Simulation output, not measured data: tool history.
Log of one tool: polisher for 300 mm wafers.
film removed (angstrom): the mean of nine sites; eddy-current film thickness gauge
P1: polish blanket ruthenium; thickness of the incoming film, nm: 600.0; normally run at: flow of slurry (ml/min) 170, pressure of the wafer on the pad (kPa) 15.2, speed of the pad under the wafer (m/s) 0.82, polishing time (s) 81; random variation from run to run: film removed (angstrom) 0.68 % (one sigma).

run    day  flow of slurry (ml/min)  pressure of the wafer on the pad (kPa)  speed of the pad under the wafer (m/s)  polishing time (s)  film removed (angstrom)
  1  0.529                      170                                    15.2                                    0.82                  81                    921.1
  2  0.904                      170                                    15.2                                    0.82                  81                   942.38
  3  1.179                      170                                    15.2                                    0.38                  81                   434.09
  4  1.508                      170                                    15.2                                    0.82                  36                   419.67
  5  2.017                      170                                    24.1                                    0.82                  81                   1490.2
  6  2.367                      170                                    15.2                                    0.82                  81                   936.74
  7   2.75                      170                                    15.2                                    1.16                  81                   1300.8
  8  3.242                      170                                    15.2                                    0.82                  81                   936.97
  9  3.792                      110                                    15.2                                    0.82                 118                     1258
 10  4.321                      170                                    15.2                                    0.82                 116                   1333.8
 11  4.583                      170                                    15.2                                    0.82                  81                   938.47
 12  5.083                      170                                    10.3                                    0.82                  81                    639.7
 13  5.504                      100                                    15.2                                    0.82                  81                   835.54
 14  6.046                      130                                    15.2                                    0.46                  81                   499.17
 15  6.412                      230                                    15.2                                    0.82                  81                    978.5
 16  6.829                      170                                    15.2                                    0.82                  81                   922.09
 17  7.158                      170                                    15.2                                    0.82                  81                   914.73
 18  7.608                      170                                    15.2                                    0.82                  81                   896.11
 19  8.104                      170                                    15.2                                    0.82                  81                   874.79
     8.333  -- worn pad replaced by a new one
 20  8.392                      170                                    15.2                                    0.82                  81                   869.78
 21  8.829                      170                                    15.2                                    0.82                  81                   872.88
 22  9.262                      170                                    15.2                                    0.82                  81                   868.97
 23  9.546                      170                                    15.2                                    0.82                  81                   863.41

What P1 gives has crept away from where it was. These 2 causes fit the log equally well, each at the size given:
A: head's pressure below its setpoint, % = 7.57
B: slurry flow missing at the pad, % = 34
The creep began at about day 6.829.
Why every other cause is out:
removal rate lost through wear of the pad, %: serviced at day 8.333, which brought nothing back

4 check runs are offered, each on 2 wafers whose results are averaged, their results left as question marks. Which one tells the causes apart?
check 1  9.829                      170                                    24.1                                    0.82                  81                        ?
check 2  9.829                      170                                    15.2                                     0.4                 109                        ?
check 3  9.829                      110                                    15.2                                    0.82                  47                        ?
check 4  9.829                      170                                    15.2                                    0.48                  45                        ?

What each check would give under each cause:
  check                   result    if A    if B
check 1  film removed (angstrom)  1376.6  1376.7
check 2  film removed (angstrom)  567.99  568.05
check 3  film removed (angstrom)  462.02  445.18
check 4  film removed (angstrom)  281.39  281.42
How far apart the two closest causes lie, in the result that separates them most: check 1 0.01 %; check 2 0.01 %; check 3 3.71 %; check 4 0.01 %
Only check 3 tells the causes apart: in the others they would give nearly the same result.

Check 3 was then run and gave: film removed (angstrom) 445.02. Which cause is it?

It is B: slurry flow missing at the pad, %.
